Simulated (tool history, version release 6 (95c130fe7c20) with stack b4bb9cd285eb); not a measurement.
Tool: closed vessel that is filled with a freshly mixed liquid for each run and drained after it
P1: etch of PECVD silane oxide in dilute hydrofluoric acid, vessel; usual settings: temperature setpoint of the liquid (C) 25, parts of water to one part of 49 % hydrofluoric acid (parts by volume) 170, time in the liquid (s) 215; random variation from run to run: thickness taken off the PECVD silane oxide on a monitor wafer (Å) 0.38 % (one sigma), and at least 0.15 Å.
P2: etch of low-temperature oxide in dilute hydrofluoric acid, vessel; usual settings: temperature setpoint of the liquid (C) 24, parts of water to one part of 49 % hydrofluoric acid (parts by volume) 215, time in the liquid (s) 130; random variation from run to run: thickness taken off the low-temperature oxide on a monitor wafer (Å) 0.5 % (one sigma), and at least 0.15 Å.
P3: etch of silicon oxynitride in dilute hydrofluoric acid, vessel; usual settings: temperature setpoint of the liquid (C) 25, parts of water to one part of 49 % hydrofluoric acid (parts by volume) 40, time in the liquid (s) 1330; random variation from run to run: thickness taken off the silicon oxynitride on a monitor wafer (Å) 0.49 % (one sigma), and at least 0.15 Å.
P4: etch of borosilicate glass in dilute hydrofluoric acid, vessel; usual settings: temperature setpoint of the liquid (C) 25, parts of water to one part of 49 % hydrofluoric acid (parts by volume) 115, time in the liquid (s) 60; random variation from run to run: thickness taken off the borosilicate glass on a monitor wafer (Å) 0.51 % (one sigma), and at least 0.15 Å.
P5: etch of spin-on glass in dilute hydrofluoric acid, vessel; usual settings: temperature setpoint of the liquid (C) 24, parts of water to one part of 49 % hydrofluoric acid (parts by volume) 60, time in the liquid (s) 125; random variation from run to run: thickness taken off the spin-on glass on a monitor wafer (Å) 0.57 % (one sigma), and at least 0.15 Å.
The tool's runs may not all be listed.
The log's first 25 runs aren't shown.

run     day  process that ran  temperature setpoint of the liquid (C)  parts of water to one part of 49 % hydrofluoric acid (parts by volume)  time in the liquid (s)  hours since the thermometer was replaced  hours since the hydrofluoric acid flow meter was replaced  thickness taken off the PECVD silane oxide on a monitor wafer (Å)  thickness taken off the low-temperature oxide on a monitor wafer (Å)  thickness taken off the spin-on glass on a monitor wafer (Å)  thickness taken off the silicon oxynitride on a monitor wafer (Å)  thickness taken off the borosilicate glass on a monitor wafer (Å)
 26  12.458                P1                                    28.5                                                                     170                     215                                    1097.1                                                       41.9                                                             286.46
 27  13.038                P1                                      25                                                                     170                     215                                      1111                                                       55.8                                                             250.95
 28    13.6                P1                                      25                                                                     170                     215                                    1124.5                                                       69.3                                                              251.8
 29  14.146                P1                                      25                                                                     170                     215                                    1137.6                                                       82.4                                                             263.85
 30  14.746                P1                                      25                                                                     170                     215                                      1152                                                       96.8                                                              268.2
 31  15.033                P1                                      25                                                                     170                     215                                    1158.9                                                      103.7                                                             271.07
 32  15.342                P1                                      25                                                                     170                     215                                    1166.3                                                      111.1                                                             273.63
 33  15.833                P1                                      25                                                                     170                     215                                    1178.1                                                      122.9                                                             274.16
 34  16.217                P1                                      25                                                                     170                     215                                    1187.3                                                      132.1                                                             273.03
 35   16.65                P1                                      25                                                                     170                     215                                    1197.7                                                      142.5                                                             273.71

Forecast run 36:
 36  17.021                P1                                      25                                                                     170                     215                                    1206.6                                                      151.4                                                                  ?

thickness taken off the PECVD silane oxide on a monitor wafer (Å): 275.3
